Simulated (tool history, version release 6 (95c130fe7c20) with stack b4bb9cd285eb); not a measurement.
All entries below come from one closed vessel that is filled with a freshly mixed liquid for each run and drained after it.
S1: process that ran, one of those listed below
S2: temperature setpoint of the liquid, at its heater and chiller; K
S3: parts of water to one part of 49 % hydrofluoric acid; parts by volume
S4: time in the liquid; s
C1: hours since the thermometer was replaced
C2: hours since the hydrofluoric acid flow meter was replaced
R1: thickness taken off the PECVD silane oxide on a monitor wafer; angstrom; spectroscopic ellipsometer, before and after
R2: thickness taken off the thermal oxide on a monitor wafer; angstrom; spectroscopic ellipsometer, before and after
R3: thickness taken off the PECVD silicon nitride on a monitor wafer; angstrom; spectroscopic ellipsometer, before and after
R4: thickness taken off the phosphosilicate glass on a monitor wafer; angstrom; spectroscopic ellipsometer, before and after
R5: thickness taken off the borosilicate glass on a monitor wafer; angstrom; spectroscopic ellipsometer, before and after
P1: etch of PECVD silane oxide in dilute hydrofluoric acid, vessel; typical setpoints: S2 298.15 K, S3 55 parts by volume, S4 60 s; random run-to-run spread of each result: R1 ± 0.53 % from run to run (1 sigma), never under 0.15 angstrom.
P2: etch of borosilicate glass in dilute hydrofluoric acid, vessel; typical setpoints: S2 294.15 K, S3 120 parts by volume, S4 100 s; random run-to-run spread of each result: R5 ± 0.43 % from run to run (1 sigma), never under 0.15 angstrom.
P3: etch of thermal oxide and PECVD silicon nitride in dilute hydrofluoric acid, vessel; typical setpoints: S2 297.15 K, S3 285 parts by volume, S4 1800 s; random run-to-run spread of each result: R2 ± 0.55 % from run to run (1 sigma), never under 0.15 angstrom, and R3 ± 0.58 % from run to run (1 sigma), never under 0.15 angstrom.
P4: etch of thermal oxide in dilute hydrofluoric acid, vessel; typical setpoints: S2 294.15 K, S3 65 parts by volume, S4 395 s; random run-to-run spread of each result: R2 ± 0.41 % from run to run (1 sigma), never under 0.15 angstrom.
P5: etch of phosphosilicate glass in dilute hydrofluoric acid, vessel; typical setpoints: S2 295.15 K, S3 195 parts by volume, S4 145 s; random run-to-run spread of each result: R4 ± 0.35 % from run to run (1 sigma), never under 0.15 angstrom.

{"run": 1, "day": 0.379, "S1": "P1", "S2": 298.15, "S3": 55, "S4": 60, "C1": 508.3, "C2": 549.8, "R1": 406.2}
{"run": 2, "day": 0.808, "S1": "P1", "S2": 298.15, "S3": 20, "S4": 60, "C1": 518.6, "C2": 560.1, "R1": 1178.3}
{"run": 3, "day": 1.217, "S1": "P1", "S2": 298.15, "S3": 90, "S4": 60, "C1": 528.4, "C2": 569.9, "R1": 237.54}
{"run": 4, "day": 1.596, "S1": "P3", "S2": 297.15, "S3": 285, "S4": 1800, "C1": 537.5, "C2": 579.0, "R2": 235.93, "R3": 183.1}
{"run": 5, "day": 2.012, "S1": "P1", "S2": 298.15, "S3": 55, "S4": 60, "C1": 547.5, "C2": 589.0, "R1": 404.85}
{"run": 6, "day": 2.458, "S1": "P1", "S2": 298.15, "S3": 55, "S4": 60, "C1": 558.2, "C2": 599.7, "R1": 404.91}
{"run": 7, "day": 2.725, "S1": "P5", "S2": 295.15, "S3": 195, "S4": 145, "C1": 564.6, "C2": 606.1, "R4": 387.31}
{"run": 8, "day": 3.062, "S1": "P4", "S2": 294.15, "S3": 65, "S4": 70, "C1": 572.7, "C2": 614.2, "R2": 48.078}
{"run": 9, "day": 3.45, "S1": "P2", "S2": 294.15, "S3": 120, "S4": 100, "C1": 582.0, "C2": 623.5, "R5": 303.15}
{"run": 10, "day": 3.788, "S1": "P5", "S2": 300.65, "S3": 195, "S4": 145, "C1": 590.1, "C2": 631.6, "R4": 476.13}
{"run": 11, "day": 4.067, "S1": "P2", "S2": 290.15, "S3": 120, "S4": 100, "C1": 596.8, "C2": 638.3, "R5": 259.71}
{"run": 12, "day": 4.292, "S1": "P1", "S2": 298.15, "S3": 55, "S4": 30, "C1": 602.2, "C2": 643.7, "R1": 204.66}
{"run": 13, "day": 4.7, "S1": "P4", "S2": 294.15, "S3": 65, "S4": 395, "C1": 612.0, "C2": 653.5, "R2": 271.9}
{"run": 14, "day": 4.958, "S1": "P3", "S2": 297.15, "S3": 395, "S4": 1800, "C1": 618.2, "C2": 659.7, "R2": 155.39, "R3": 132.16}
{"run": 15, "day": 5.383, "S1": "P1", "S2": 298.15, "S3": 55, "S4": 60, "C1": 628.4, "C2": 669.9, "R1": 405.42}
{"run": 16, "day": 5.762, "S1": "P3", "S2": 297.15, "S3": 285, "S4": 1800, "C1": 637.5, "C2": 679.0, "R2": 237.22, "R3": 183.15}
{"run": 17, "day": 6.208, "S1": "P2", "S2": 294.15, "S3": 120, "S4": 100, "C1": 648.2, "C2": 689.7, "R5": 303.15}
{"run": 18, "day": 6.55, "S1": "P1", "S2": 298.15, "S3": 55, "S4": 110, "C1": 656.4, "C2": 697.9, "R1": 752.58}
{"run": 19, "day": 6.775, "S1": "P5", "S2": 295.15, "S3": 30, "S4": 145, "C1": 661.8, "C2": 703.3, "R4": 3046.1}
{"run": 20, "day": 7.017, "S1": "P2", "S2": 294.15, "S3": 200, "S4": 100, "C1": 667.6, "C2": 709.1, "R5": 167.15}
{"run": 21, "day": 7.379, "S1": "P3", "S2": 293.65, "S3": 285, "S4": 1800, "C1": 676.3, "C2": 717.8, "R2": 210.56, "R3": 147.78}
{"run": 22, "day": 7.667, "S1": "P1", "S2": 292.65, "S3": 20, "S4": 60, "C1": 683.2, "C2": 724.7, "R1": 930.43}
{"run": 23, "day": 7.954, "S1": "P1", "S2": 305.15, "S3": 90, "S4": 60, "C1": 690.1, "C2": 731.6, "R1": 307.9}
{"run": 24, "day": 8.379, "S1": "P2", "S2": 294.15, "S3": 120, "S4": 190, "C1": 700.3, "C2": 741.8, "R5": 579.28}
{"run": 25, "day": 8.808, "S1": "P1", "S2": 298.15, "S3": 55, "S4": 60, "C1": 710.6, "C2": 752.1, "R1": 404.22}
{"run": 26, "day": 9.279, "S1": "P5", "S2": 295.15, "S3": 195, "S4": 40, "C1": 721.9, "C2": 763.4, "R4": 107.05}
{"run": 27, "day": 9.517, "S1": "P4", "S2": 294.15, "S3": 35, "S4": 395, "C1": 727.6, "C2": 769.1, "R2": 520.18}
{"run": 28, "day": 9.992, "S1": "P4", "S2": 290.15, "S3": 65, "S4": 395, "C1": 739.0, "C2": 780.5, "R2": 228.39}
{"run": 29, "day": 10.429, "S1": "P1", "S2": 292.65, "S3": 55, "S4": 60, "C1": 749.5, "C2": 791.0, "R1": 324.87}
{"run": 30, "day": 10.792, "S1": "P3", "S2": 297.15, "S3": 285, "S4": 975, "C1": 758.2, "C2": 799.7, "R2": 130.07, "R3": 99.409}
{"run": 31, "day": 11.038, "S1": "P1", "S2": 305.15, "S3": 55, "S4": 60, "C1": 764.1, "C2": 805.6, "R1": 536.1}
{"run": 32, "day": 11.329, "S1": "P1", "S2": 292.15, "S3": 20, "S4": 60, "C1": 771.1, "C2": 812.6, "R1": 900.08}
{"run": 33, "day": 11.742, "S1": "P5", "S2": 295.15, "S3": 195, "S4": 145, "C1": 781.0, "C2": 822.5, "R4": 388.14}
{"run": 34, "day": 12.017, "S1": "P1", "S2": 298.15, "S3": 55, "S4": 60, "C1": 787.6, "C2": 829.1, "R1": 405.07}
{"run": 35, "day": 12.379, "S1": "P1", "S2": 298.15, "S3": 55, "S4": 60, "C1": 796.3, "C2": 837.8, "R1": 420.99}
{"run": 36, "day": 12.583, "S1": "P1", "S2": 298.15, "S3": 55, "S4": 60, "C1": 801.2, "C2": 842.7, "R1": 422.65}
{"run": 37, "day": 12.862, "S1": "P1", "S2": 298.15, "S3": 55, "S4": 60, "C1": 807.9, "C2": 849.4, "R1": 428.21}
{"run": 38, "day": 13.338, "S1": "P1", "S2": 298.15, "S3": 55, "S4": 60, "C1": 819.3, "C2": 860.8, "R1": 434.67}
{"run": 39, "day": 13.65, "S1": "P1", "S2": 298.15, "S3": 55, "S4": 60, "C1": 826.8, "C2": 868.3, "R1": 442.24}
{"run": 40, "day": 14.112, "S1": "P1", "S2": 298.15, "S3": 55, "S4": 60, "C1": 837.9, "C2": 879.4, "R1": 439.34}
{"run": 41, "day": 14.458, "S1": "P1", "S2": 298.15, "S3": 55, "S4": 60, "C1": 846.2, "C2": 887.7, "R1": 440.38}
{"run": 42, "day": 14.912, "S1": "P1", "S2": 298.15, "S3": 55, "S4": 60, "C1": 857.1, "C2": 898.6, "R1": 443.8}
{"run": 43, "day": 15.342, "S1": "P1", "S2": 298.15, "S3": 55, "S4": 60, "C1": 867.4, "C2": 908.9, "R1": 447.03}
{"run": 44, "day": 15.612, "S1": "P1", "S2": 298.15, "S3": 55, "S4": 60, "C1": 873.9, "C2": 915.4, "R1": 447.07}

What does the tool deliver on the next run?
{"run": 45, "day": 15.858, "S1": "P1", "S2": 298.15, "S3": 55, "S4": 60, "C1": 879.8, "C2": 921.3, "R1": "?"}

Run 45 came out at R1 442.42 angstrom.
